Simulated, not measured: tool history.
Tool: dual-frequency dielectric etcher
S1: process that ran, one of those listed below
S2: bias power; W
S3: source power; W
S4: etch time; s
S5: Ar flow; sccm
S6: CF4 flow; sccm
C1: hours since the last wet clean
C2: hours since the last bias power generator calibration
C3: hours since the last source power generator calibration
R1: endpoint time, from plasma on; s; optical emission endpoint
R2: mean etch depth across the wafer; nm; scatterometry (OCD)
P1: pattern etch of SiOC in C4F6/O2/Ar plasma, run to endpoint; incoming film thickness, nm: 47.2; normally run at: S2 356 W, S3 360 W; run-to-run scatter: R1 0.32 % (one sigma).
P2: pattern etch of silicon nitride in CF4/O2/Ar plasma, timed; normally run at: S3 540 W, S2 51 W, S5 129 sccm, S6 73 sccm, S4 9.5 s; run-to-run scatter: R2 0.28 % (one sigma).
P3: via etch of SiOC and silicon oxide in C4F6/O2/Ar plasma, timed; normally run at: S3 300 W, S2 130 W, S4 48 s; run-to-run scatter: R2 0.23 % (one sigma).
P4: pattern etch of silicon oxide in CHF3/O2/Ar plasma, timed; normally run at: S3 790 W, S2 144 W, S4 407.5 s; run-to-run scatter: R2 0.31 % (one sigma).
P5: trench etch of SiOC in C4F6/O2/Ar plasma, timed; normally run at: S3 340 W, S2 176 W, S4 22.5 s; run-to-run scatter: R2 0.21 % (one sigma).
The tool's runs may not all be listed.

{"run": 1, "hour": 5.3, "S1": "P1", "S2": 356, "S3": 360, "C1": 310.4, "C2": 565, "C3": 1374.7, "R1": 19.131}
{"run": 2, "hour": 10.2, "S1": "P3", "S2": 130, "S3": 300, "S4": 30.5, "C1": 315.3, "C2": 569.9, "C3": 1379.6, "R2": 28.508}
{"run": 3, "hour": 16.8, "S1": "P4", "S2": 144, "S3": 790, "S4": 266, "C1": 321.9, "C2": 576.5, "C3": 1386.2, "R2": 521.88}
{"run": 4, "hour": 23.3, "S1": "P5", "S2": 176, "S3": 340, "S4": 22.5, "C1": 328.4, "C2": 583, "C3": 1392.7, "R2": 41.768}
{"run": 5, "hour": 31.0, "S1": "P2", "S2": 51, "S3": 730, "S4": 9.5, "S5": 129, "S6": 73, "C1": 336.1, "C2": 590.7, "C3": 1400.4, "R2": 24.06}
{"hour": 33.6, "done": "wet clean of the chamber"}
{"run": 6, "hour": 36.6, "S1": "P3", "S2": 130, "S3": 170, "S4": 48, "C1": 3.1, "C2": 596.3, "C3": 1406, "R2": 35.892}
{"run": 7, "hour": 43.7, "S1": "P4", "S2": 144, "S3": 790, "S4": 407.5, "C1": 10.2, "C2": 603.4, "C3": 1413.1, "R2": 794.86}
{"run": 8, "hour": 50.8, "S1": "P1", "S2": 419, "S3": 250, "C1": 17.3, "C2": 610.5, "C3": 1420.2, "R1": 20.587}
{"run": 9, "hour": 58.2, "S1": "P1", "S2": 356, "S3": 360, "C1": 24.7, "C2": 617.9, "C3": 1427.6, "R1": 19.048}
{"run": 10, "hour": 64.8, "S1": "P5", "S2": 176, "S3": 340, "S4": 32, "C1": 31.3, "C2": 624.5, "C3": 1434.2, "R2": 59.275}
{"run": 11, "hour": 72.1, "S1": "P4", "S2": 91, "S3": 790, "S4": 407.5, "C1": 38.6, "C2": 631.8, "C3": 1441.5, "R2": 694.83}
{"run": 12, "hour": 78.6, "S1": "P1", "S2": 450, "S3": 360, "C1": 45.1, "C2": 638.3, "C3": 1448, "R1": 17.534}
{"run": 13, "hour": 82.7, "S1": "P1", "S2": 356, "S3": 500, "C1": 49.2, "C2": 642.4, "C3": 1452.1, "R1": 16.956}
{"run": 14, "hour": 89.3, "S1": "P1", "S2": 356, "S3": 360, "C1": 55.8, "C2": 649, "C3": 1458.7, "R1": 19.15}
{"run": 15, "hour": 92.7, "S1": "P4", "S2": 144, "S3": 1050, "S4": 407.5, "C1": 59.2, "C2": 652.4, "C3": 1462.1, "R2": 892.34}
{"run": 16, "hour": 100.1, "S1": "P3", "S2": 130, "S3": 300, "S4": 48, "C1": 66.6, "C2": 659.8, "C3": 1469.5, "R2": 44.672}
{"run": 17, "hour": 105.1, "S1": "P2", "S2": 51, "S3": 540, "S4": 9.5, "S5": 79, "S6": 73, "C1": 71.6, "C2": 664.8, "C3": 1474.5, "R2": 19.78}
{"run": 18, "hour": 110.0, "S1": "P5", "S2": 110, "S3": 340, "S4": 22.5, "C1": 76.5, "C2": 669.7, "C3": 1479.4, "R2": 36.113}
{"run": 19, "hour": 117.5, "S1": "P1", "S2": 356, "S3": 230, "C1": 84, "C2": 677.2, "C3": 1486.9, "R1": 22.628}
{"run": 20, "hour": 121.6, "S1": "P5", "S2": 176, "S3": 420, "S4": 22.5, "C1": 88.1, "C2": 681.3, "C3": 1491, "R2": 45.275}
{"run": 21, "hour": 125.1, "S1": "P1", "S2": 356, "S3": 360, "C1": 91.6, "C2": 684.8, "C3": 1494.5, "R1": 19.095}
{"run": 22, "hour": 132.1, "S1": "P1", "S2": 456, "S3": 420, "C1": 98.6, "C2": 691.8, "C3": 1501.5, "R1": 16.503}
{"run": 23, "hour": 137.2, "S1": "P1", "S2": 356, "S3": 360, "C1": 103.7, "C2": 696.9, "C3": 1506.6, "R1": 19.179}
{"run": 24, "hour": 144.5, "S1": "P1", "S2": 356, "S3": 360, "C1": 111, "C2": 704.2, "C3": 1513.9, "R1": 19.199}
{"run": 25, "hour": 150.2, "S1": "P1", "S2": 216, "S3": 360, "C1": 116.7, "C2": 709.9, "C3": 1519.6, "R1": 22.808}
{"run": 26, "hour": 157.6, "S1": "P2", "S2": 51, "S3": 540, "S4": 9.5, "S5": 129, "S6": 73, "C1": 124.1, "C2": 717.3, "C3": 1527, "R2": 18.531}
{"run": 27, "hour": 163.1, "S1": "P3", "S2": 179, "S3": 300, "S4": 48, "C1": 129.6, "C2": 722.8, "C3": 1532.5, "R2": 49.576}
{"run": 28, "hour": 167.1, "S1": "P2", "S2": 32, "S3": 540, "S4": 9.5, "S5": 129, "S6": 73, "C1": 133.6, "C2": 726.8, "C3": 1536.5, "R2": 15.443}
{"run": 29, "hour": 170.7, "S1": "P2", "S2": 51, "S3": 540, "S4": 9.5, "S5": 129, "S6": 94, "C1": 137.2, "C2": 730.4, "C3": 1540.1, "R2": 19.183}
{"run": 30, "hour": 178.5, "S1": "P2", "S2": 51, "S3": 540, "S4": 7, "S5": 129, "S6": 73, "C1": 145, "C2": 738.2, "C3": 1547.9, "R2": 13.652}
{"run": 31, "hour": 182.9, "S1": "P1", "S2": 230, "S3": 270, "C1": 149.4, "C2": 742.6, "C3": 1552.3, "R1": 24.837}
{"run": 32, "hour": 186.2, "S1": "P2", "S2": 51, "S3": 540, "S4": 9.5, "S5": 129, "S6": 73, "C1": 152.7, "C2": 745.9, "C3": 1555.6, "R2": 18.544}
{"run": 33, "hour": 192.3, "S1": "P1", "S2": 356, "S3": 360, "C1": 158.8, "C2": 752, "C3": 1561.7, "R1": 19.042}
{"run": 34, "hour": 196.9, "S1": "P1", "S2": 356, "S3": 360, "C1": 163.4, "C2": 756.6, "C3": 1566.3, "R1": 19.25}
{"run": 35, "hour": 200.5, "S1": "P1", "S2": 356, "S3": 360, "C1": 167, "C2": 760.2, "C3": 1569.9, "R1": 19.281}
{"run": 36, "hour": 205.8, "S1": "P1", "S2": 356, "S3": 360, "C1": 172.3, "C2": 765.5, "C3": 1575.2, "R1": 19.391}
{"run": 37, "hour": 209.6, "S1": "P1", "S2": 356, "S3": 360, "C1": 176.1, "C2": 769.3, "C3": 1579, "R1": 19.355}
{"run": 38, "hour": 216.1, "S1": "P1", "S2": 356, "S3": 360, "C1": 182.6, "C2": 775.8, "C3": 1585.5, "R1": 19.216}
{"run": 39, "hour": 220.2, "S1": "P1", "S2": 356, "S3": 360, "C1": 186.7, "C2": 779.9, "C3": 1589.6, "R1": 19.448}
{"run": 40, "hour": 226.1, "S1": "P1", "S2": 356, "S3": 360, "C1": 192.6, "C2": 785.8, "C3": 1595.5, "R1": 19.459}
{"hour": 230.3, "done": "wet clean of the chamber"}
{"run": 41, "hour": 231.7, "S1": "P1", "S2": 356, "S3": 360, "C1": 1.5, "C2": 791.4, "C3": 1601.1, "R1": 19.358}
{"run": 42, "hour": 237.2, "S1": "P1", "S2": 356, "S3": 360, "C1": 7, "C2": 796.9, "C3": 1606.6, "R1": 19.494}
{"run": 43, "hour": 242.4, "S1": "P1", "S2": 356, "S3": 360, "C1": 12.2, "C2": 802.1, "C3": 1611.8, "R1": 19.478}
{"run": 44, "hour": 247.3, "S1": "P1", "S2": 356, "S3": 360, "C1": 17.1, "C2": 807, "C3": 1616.7, "R1": 19.434}

What P1 gives has crept away from where it was. These 2 causes fit the log equally well, each at the size given:
A: bias power that arrives under what is set, % = 4.33
B: source power that arrives under what is set, % = 4.12
The creep began at about hour 192.3.
Why every other cause is out:
chamber walls in a state that lowers the etch rate, %: serviced at hour 230.3, which brought nothing back

4 check runs are offered, one wafer each, their results left as question marks. Which one tells the causes apart?
{"run": "check 1", "hour": 252.2, "S1": "P2", "S2": 36, "S3": 540, "S4": 9.5, "S5": 129, "S6": 73, "R2": "?"}
{"run": "check 2", "hour": 252.2, "S1": "P5", "S2": 128, "S3": 340, "S4": 29, "R2": "?"}
{"run": "check 3", "hour": 252.2, "S1": "P4", "S2": 114, "S3": 1000, "S4": 407.5, "R2": "?"}
{"run": "check 4", "hour": 252.2, "S1": "P3", "S2": 130, "S3": 190, "S4": 48, "R2": "?"}

What each check would give under each cause:
check=check_1 result=R2 if_A=15.919 if_B=15.604
check=check_2 result=R2 if_A=47.985 if_B=47.812
check=check_3 result=R2 if_A=804 if_B=800.78
check=check_4 result=R2 if_A=36.902 if_B=36.815
How far apart the two closest causes lie, in the result that separates them most: check 1 2 %; check 2 0.36 %; check 3 0.4 %; check 4 0.24 %
Only check 1 tells the causes apart: in the others they would give nearly the same result.

Check 1 was then run and gave: R2 15.894 nm. Which cause is it?

It is A: bias power that arrives under what is set, %.
